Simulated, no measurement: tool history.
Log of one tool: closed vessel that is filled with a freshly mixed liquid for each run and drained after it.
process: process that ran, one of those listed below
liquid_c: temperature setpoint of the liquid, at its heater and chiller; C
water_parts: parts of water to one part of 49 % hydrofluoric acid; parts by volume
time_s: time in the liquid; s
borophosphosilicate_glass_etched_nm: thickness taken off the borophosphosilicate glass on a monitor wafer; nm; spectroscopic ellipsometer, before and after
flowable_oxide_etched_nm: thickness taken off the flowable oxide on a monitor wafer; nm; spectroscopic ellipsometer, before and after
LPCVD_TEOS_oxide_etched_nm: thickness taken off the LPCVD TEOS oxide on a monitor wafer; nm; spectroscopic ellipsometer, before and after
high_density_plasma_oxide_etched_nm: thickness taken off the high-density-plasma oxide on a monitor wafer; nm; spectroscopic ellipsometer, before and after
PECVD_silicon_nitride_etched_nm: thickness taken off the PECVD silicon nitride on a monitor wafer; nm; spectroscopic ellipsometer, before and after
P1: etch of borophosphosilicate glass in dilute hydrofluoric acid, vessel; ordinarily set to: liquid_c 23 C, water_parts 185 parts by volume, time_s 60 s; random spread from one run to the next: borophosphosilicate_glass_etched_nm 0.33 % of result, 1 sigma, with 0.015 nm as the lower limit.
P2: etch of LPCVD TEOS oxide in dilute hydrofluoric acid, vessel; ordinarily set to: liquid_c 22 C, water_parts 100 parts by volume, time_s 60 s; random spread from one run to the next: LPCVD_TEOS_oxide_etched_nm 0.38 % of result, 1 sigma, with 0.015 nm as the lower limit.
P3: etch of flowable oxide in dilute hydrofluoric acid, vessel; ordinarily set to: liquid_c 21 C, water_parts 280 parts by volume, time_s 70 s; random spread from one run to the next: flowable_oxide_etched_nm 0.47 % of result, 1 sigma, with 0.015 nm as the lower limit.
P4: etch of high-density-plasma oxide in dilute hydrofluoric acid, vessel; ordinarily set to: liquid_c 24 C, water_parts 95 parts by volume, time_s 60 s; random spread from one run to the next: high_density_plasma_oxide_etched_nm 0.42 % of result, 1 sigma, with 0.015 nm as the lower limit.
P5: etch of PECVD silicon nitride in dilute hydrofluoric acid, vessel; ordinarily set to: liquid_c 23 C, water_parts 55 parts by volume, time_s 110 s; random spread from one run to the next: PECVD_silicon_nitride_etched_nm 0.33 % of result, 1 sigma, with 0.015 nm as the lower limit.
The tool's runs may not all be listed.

run,hour,process,liquid_c,water_parts,time_s,hours since the thermometer was replaced,hours since the hydrofluoric acid flow meter was replaced,borophosphosilicate_glass_etched_nm,flowable_oxide_etched_nm,LPCVD_TEOS_oxide_etched_nm,high_density_plasma_oxide_etched_nm,PECVD_silicon_nitride_etched_nm
1,9.1,P1,23,185,60,535.7,128.5,14.219,,,,
2,22.2,P3,26.5,280,70,548.8,141.6,,12.426,,,
3,29.9,P2,22,45,60,556.5,149.3,,,48.637,,
4,44.9,P4,24,95,30,571.5,164.3,,,,3.6227,
5,60.9,P1,23,185,30,587.5,180.3,7.0431,,,,
6,75.6,P5,23,55,110,602.2,195,,,,,6.553
7,87,P1,23,185,60,613.6,206.4,14.004,,,,
8,101.1,P3,21,280,70,627.7,220.5,,10.363,,,
9,109.6,P2,22,100,60,636.2,229,,,20.336,,
10,120.8,P1,23,185,60,647.4,240.2,14.088,,,,
11,135.8,P1,18,185,60,662.4,255.2,11.656,,,,
12,144.9,P4,24,95,60,671.5,264.3,,,,7.2824,
13,153.8,P1,23,185,60,680.4,273.2,14.098,,,,
14,168.6,P1,29.5,185,60,695.2,288,17.906,,,,
15,184.9,P1,23,185,60,711.5,304.3,14.13,,,,
16,194.4,P4,24,175,60,721,313.8,,,,3.5822,
17,202.7,P4,28.5,95,60,729.3,322.1,,,,8.6766,
18,215.4,P5,17,55,110,742,334.8,,,,,4.3387
19,223.2,P1,23,185,60,749.8,342.6,14.12,,,,
20,237.3,P2,28.5,100,60,763.9,356.7,,,26.34,,
21,244.5,P2,22,100,30,771.1,363.9,,,10.181,,
22,253.2,P1,23,185,85,779.8,372.6,19.931,,,,
23,267,P1,27.5,185,90,793.6,386.4,24.915,,,,
24,274.2,P5,23,55,30,800.8,393.6,,,,,1.7962
25,287.6,P1,23,305,60,814.2,407,7.5869,,,,
26,299.7,P3,21,280,30,826.3,419.1,,4.3898,,,
27,313.8,P1,23,185,60,840.4,433.2,14.037,,,,
28,327.6,P1,23,70,60,854.2,447,42.87,,,,
29,336.7,P5,23,90,110,863.3,456.1,,,,,4.1082
30,348.2,P3,21,405,70,874.8,467.6,,6.4043,,,
31,363.8,P1,23,310,30,890.4,483.2,3.7455,,,,
32,373.6,P1,23,185,60,900.2,493,14.14,,,,

Run 33 is up next; what results do you expect?
33,386,P1,23,185,60,912.6,505.4,?,,,,

Run 33 yielded borophosphosilicate_glass_etched_nm 14.549 nm.
